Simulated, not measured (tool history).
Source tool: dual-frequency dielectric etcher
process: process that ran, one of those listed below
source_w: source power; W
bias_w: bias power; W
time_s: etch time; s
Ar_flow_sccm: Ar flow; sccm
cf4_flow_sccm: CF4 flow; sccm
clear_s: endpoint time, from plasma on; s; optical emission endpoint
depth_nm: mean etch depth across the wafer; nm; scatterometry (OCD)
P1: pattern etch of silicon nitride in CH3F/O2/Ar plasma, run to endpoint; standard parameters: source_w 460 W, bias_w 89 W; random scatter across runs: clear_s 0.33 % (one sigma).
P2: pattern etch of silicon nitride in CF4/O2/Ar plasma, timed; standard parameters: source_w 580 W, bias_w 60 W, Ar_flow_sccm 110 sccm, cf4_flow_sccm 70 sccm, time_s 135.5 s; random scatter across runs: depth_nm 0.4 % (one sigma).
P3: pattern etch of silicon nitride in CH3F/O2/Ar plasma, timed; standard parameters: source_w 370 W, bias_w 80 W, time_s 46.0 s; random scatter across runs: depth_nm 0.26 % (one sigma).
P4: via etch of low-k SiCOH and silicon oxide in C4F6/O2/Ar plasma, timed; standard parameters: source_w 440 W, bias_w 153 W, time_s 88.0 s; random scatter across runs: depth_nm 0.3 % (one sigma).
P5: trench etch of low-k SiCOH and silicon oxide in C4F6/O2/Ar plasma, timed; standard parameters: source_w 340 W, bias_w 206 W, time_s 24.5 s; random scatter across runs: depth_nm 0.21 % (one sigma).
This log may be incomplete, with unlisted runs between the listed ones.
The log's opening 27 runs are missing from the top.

| run | hour | process | source_w | bias_w | time_s | Ar_flow_sccm | cf4_flow_sccm | hours since the last wet clean | hours since the last source power generator calibration | hours since the last bias power generator calibration | clear_s | depth_nm |
|---|---|---|---|---|---|---|---|---|---|---|---|---|
| 28 | 290.0 | P5 | 340 | 206 | 13.5 |  |  | 365.4 | 1460.7 | 1430.0 |  | 41.706 |
| 29 | 300.2 | P1 | 460 | 110 |  |  |  | 375.6 | 1470.9 | 1440.2 | 55.804 |  |
| 30 | 307.5 | P1 | 460 | 89 |  |  |  | 382.9 | 1478.2 | 1447.5 | 60.178 |  |
| 31 | 316.4 | P1 | 460 | 89 |  |  |  | 391.8 | 1487.1 | 1456.4 | 60.122 |  |
| 32 | 323.5 | P1 | 460 | 89 |  |  |  | 398.9 | 1494.2 | 1463.5 | 60.456 |  |
| 33 | 332.6 | P1 | 460 | 89 |  |  |  | 408.0 | 1503.3 | 1472.6 | 60.802 |  |
| 34 | 343.3 | P1 | 460 | 89 |  |  |  | 418.7 | 1514.0 | 1483.3 | 60.775 |  |
| 35 | 357.4 | P1 | 460 | 89 |  |  |  | 432.8 | 1528.1 | 1497.4 | 60.702 |  |
| 36 | 367.0 | P1 | 460 | 89 |  |  |  | 442.4 | 1537.7 | 1507.0 | 60.886 |  |

Run 37, settings as shown, results not yet in. Your forecast:
|  | 368.5 | wet clean of the chamber |
| 37 | 377.4 | P1 | 460 | 89 |  |  |  | 8.9 | 1548.1 | 1517.4 | ? |  |

clear_s: 61.375 s
